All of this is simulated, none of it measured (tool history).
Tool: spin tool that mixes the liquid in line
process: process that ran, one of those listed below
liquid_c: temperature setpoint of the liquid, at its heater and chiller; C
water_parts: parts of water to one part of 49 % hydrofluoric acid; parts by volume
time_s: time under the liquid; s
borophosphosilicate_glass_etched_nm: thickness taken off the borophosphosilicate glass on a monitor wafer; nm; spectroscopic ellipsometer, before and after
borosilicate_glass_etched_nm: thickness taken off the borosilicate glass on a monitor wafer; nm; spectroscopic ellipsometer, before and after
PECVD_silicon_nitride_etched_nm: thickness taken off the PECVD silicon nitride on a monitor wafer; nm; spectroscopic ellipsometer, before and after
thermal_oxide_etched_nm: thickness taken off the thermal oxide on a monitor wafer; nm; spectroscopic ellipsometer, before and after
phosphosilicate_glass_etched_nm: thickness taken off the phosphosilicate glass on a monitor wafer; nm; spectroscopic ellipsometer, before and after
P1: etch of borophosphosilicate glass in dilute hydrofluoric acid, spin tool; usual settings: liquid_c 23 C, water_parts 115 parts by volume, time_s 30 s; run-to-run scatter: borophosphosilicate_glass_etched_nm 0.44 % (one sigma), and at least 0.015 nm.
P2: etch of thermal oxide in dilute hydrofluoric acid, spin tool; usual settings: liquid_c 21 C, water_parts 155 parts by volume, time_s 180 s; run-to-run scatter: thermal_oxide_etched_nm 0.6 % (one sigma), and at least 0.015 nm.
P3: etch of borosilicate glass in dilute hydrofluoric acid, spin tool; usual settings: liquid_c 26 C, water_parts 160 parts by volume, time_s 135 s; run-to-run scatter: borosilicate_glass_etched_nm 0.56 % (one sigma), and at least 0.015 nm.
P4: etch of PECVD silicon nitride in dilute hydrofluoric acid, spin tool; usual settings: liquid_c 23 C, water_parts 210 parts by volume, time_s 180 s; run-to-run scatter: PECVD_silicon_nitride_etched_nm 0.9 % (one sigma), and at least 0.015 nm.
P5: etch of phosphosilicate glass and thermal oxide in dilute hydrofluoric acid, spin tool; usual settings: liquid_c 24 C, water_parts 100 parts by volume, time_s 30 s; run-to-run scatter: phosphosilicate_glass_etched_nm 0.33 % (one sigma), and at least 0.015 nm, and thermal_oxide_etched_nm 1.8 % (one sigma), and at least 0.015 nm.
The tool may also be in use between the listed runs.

| run | hour | process | liquid_c | water_parts | time_s | hours since the thermometer was replaced | hours since the hydrofluoric acid flow meter was replaced | borophosphosilicate_glass_etched_nm | borosilicate_glass_etched_nm | PECVD_silicon_nitride_etched_nm | thermal_oxide_etched_nm | phosphosilicate_glass_etched_nm |
|---|---|---|---|---|---|---|---|---|---|---|---|---|
| 1 | 5 | P1 | 23 | 115 | 30 | 1066.7 | 376.8 | 9.9384 |  |  |  |  |
| 2 | 10.7 | P3 | 18.5 | 160 | 135 | 1072.4 | 382.5 |  | 14.511 |  |  |  |
| 3 | 17.7 | P1 | 17 | 115 | 15 | 1079.4 | 389.5 | 3.9334 |  |  |  |  |
| 4 | 23.7 | P4 | 23 | 210 | 180 | 1085.4 | 395.5 |  |  | 2.7941 |  |  |
| 5 | 31.4 | P4 | 23 | 210 | 15 | 1093.1 | 403.2 |  |  | 0.22519 |  |  |
| 6 | 36.6 | P1 | 23 | 115 | 15 | 1098.3 | 408.4 | 5.0464 |  |  |  |  |
| 7 | 40.2 | P2 | 21 | 50 | 180 | 1101.9 | 412 |  |  |  | 15.6 |  |
| 8 | 45.7 | P2 | 21 | 155 | 180 | 1107.4 | 417.5 |  |  |  | 4.495 |  |
| 9 | 53.9 | P1 | 23 | 65 | 30 | 1115.6 | 425.7 | 18.809 |  |  |  |  |
| 10 | 60.2 | P5 | 24 | 100 | 30 | 1121.9 | 432 |  |  |  | 1.3511 | 51.769 |
| 11 | 68.2 | P1 | 23 | 205 | 30 | 1129.9 | 440 | 5.0643 |  |  |  |  |
| 12 | 76 | P1 | 23 | 115 | 45 | 1137.7 | 447.8 | 15.06 |  |  |  |  |
| 13 | 82.2 | P1 | 17.5 | 60 | 30 | 1143.9 | 454 | 16.327 |  |  |  |  |
| 14 | 88.7 | P5 | 24 | 145 | 30 | 1150.4 | 460.5 |  |  |  | 0.91982 | 33.851 |
| 15 | 95.8 | P1 | 31 | 115 | 30 | 1157.5 | 467.6 | 13.608 |  |  |  |  |
| 16 | 100.4 | P3 | 26 | 160 | 135 | 1162.1 | 472.2 |  | 19.332 |  |  |  |
| 17 | 107.4 | P1 | 23 | 115 | 30 | 1169.1 | 479.2 | 9.9981 |  |  |  |  |
| 18 | 113.6 | P5 | 24 | 100 | 30 | 1175.3 | 485.4 |  |  |  | 1.3718 | 51.789 |
| 19 | 118 | P1 | 23 | 115 | 30 | 1179.7 | 489.8 | 10.042 |  |  |  |  |
| 20 | 125.5 | P1 | 23 | 115 | 30 | 1187.2 | 497.3 | 10.014 |  |  |  |  |
| 21 | 133.2 | P4 | 17 | 210 | 180 | 1194.9 | 505 |  |  | 1.8993 |  |  |
| 22 | 141.4 | P1 | 23 | 115 | 30 | 1203.1 | 513.2 | 9.9756 |  |  |  |  |
| 23 | 148 | P5 | 24 | 100 | 45 | 1209.7 | 519.8 |  |  |  | 2.0806 | 77.177 |
| 24 | 154.2 | P5 | 20 | 100 | 30 | 1215.9 | 526 |  |  |  | 1.1648 | 43.935 |
| 25 | 158 | P3 | 26 | 160 | 200 | 1219.7 | 529.8 |  | 28.857 |  |  |  |
| 26 | 165.8 | P1 | 17.5 | 115 | 30 | 1227.5 | 537.6 | 8.0543 |  |  |  |  |
| 27 | 173.4 | P2 | 17 | 155 | 180 | 1235.1 | 545.2 |  |  |  | 3.8248 |  |
| 28 | 178.4 | P2 | 21 | 155 | 180 | 1240.1 | 550.2 |  |  |  | 4.4785 |  |
| 29 | 182.4 | P4 | 23 | 115 | 180 | 1244.1 | 554.2 |  |  | 5.0789 |  |  |
| 30 | 189.4 | P1 | 18 | 115 | 15 | 1251.1 | 561.2 | 4.0846 |  |  |  |  |
| 31 | 194 | P2 | 21 | 155 | 285 | 1255.7 | 565.8 |  |  |  | 7.0872 |  |
| 32 | 201.7 | P3 | 26 | 70 | 135 | 1263.4 | 573.5 |  | 49.449 |  |  |  |
| 33 | 208.6 | P1 | 23 | 115 | 30 | 1270.3 | 580.4 | 10.023 |  |  |  |  |
| 34 | 215.1 | P1 | 23 | 115 | 30 | 1276.8 | 586.9 | 10.257 |  |  |  |  |
| 35 | 222.7 | P1 | 23 | 115 | 30 | 1284.4 | 594.5 | 10.523 |  |  |  |  |
| 36 | 229.3 | P1 | 23 | 115 | 30 | 1291 | 601.1 | 10.564 |  |  |  |  |
| 37 | 236.1 | P1 | 23 | 115 | 30 | 1297.8 | 607.9 | 10.53 |  |  |  |  |
| 38 | 242.1 | P1 | 23 | 115 | 30 | 1303.8 | 613.9 | 10.685 |  |  |  |  |
| 39 | 250 | P1 | 23 | 115 | 30 | 1311.7 | 621.8 | 10.686 |  |  |  |  |
| 40 | 256.7 | P1 | 23 | 115 | 30 | 1318.4 | 628.5 | 10.856 |  |  |  |  |
| 41 | 262.2 | P1 | 23 | 115 | 30 | 1323.9 | 634 | 10.756 |  |  |  |  |
| 42 | 270 | P1 | 23 | 115 | 30 | 1331.7 | 641.8 | 10.669 |  |  |  |  |
| 43 | 274.2 | P1 | 23 | 115 | 30 | 1335.9 | 646 | 10.868 |  |  |  |  |

What P1 gives has crept away from where it was. These 2 causes fit the log equally well, each at the size given:
A: liquid hotter than its thermometer reads (K) = 1.85
B: hydrofluoric acid flow above the setpoint (%) = 6.59
The creep began at about hour 208.6.

4 check runs are offered, each on 2 wafers whose results are averaged, their results left as question marks. Which one tells the causes apart?
| check 1 | 278.4 | P2 | 21 | 155 | 180 |  |  |  |  |  | ? |  |
| check 2 | 278.4 | P3 | 26 | 160 | 135 |  |  |  | ? |  |  |  |
| check 3 | 278.4 | P5 | 24 | 100 | 30 |  |  |  |  |  | ? | ? |
| check 4 | 278.4 | P4 | 23 | 210 | 180 |  |  |  |  | ? |  |  |

What each check would give under each cause:
| check | result | if A | if B |
|---|---|---|---|
| check 1 | thermal_oxide_etched_nm | 4.7885 | 4.7982 |
| check 2 | borosilicate_glass_etched_nm | 20.726 | 20.88 |
| check 3 | thermal_oxide_etched_nm | 1.4741 | 1.4722 |
| check 3 | phosphosilicate_glass_etched_nm | 55.42 | 55.35 |
| check 4 | PECVD_silicon_nitride_etched_nm | 3.1197 | 2.9564 |
How far apart the two closest causes lie, in the result that separates them most: check 1 0.2 %; check 2 0.74 %; check 3 0.13 %; check 4 5.38 %
Check 4 tells the causes apart: in the others they would give nearly the same result.

Then check 4 was run and gave: PECVD_silicon_nitride_etched_nm 2.9435 nm. Which cause is it?

It is B: hydrofluoric acid flow above the setpoint (%).

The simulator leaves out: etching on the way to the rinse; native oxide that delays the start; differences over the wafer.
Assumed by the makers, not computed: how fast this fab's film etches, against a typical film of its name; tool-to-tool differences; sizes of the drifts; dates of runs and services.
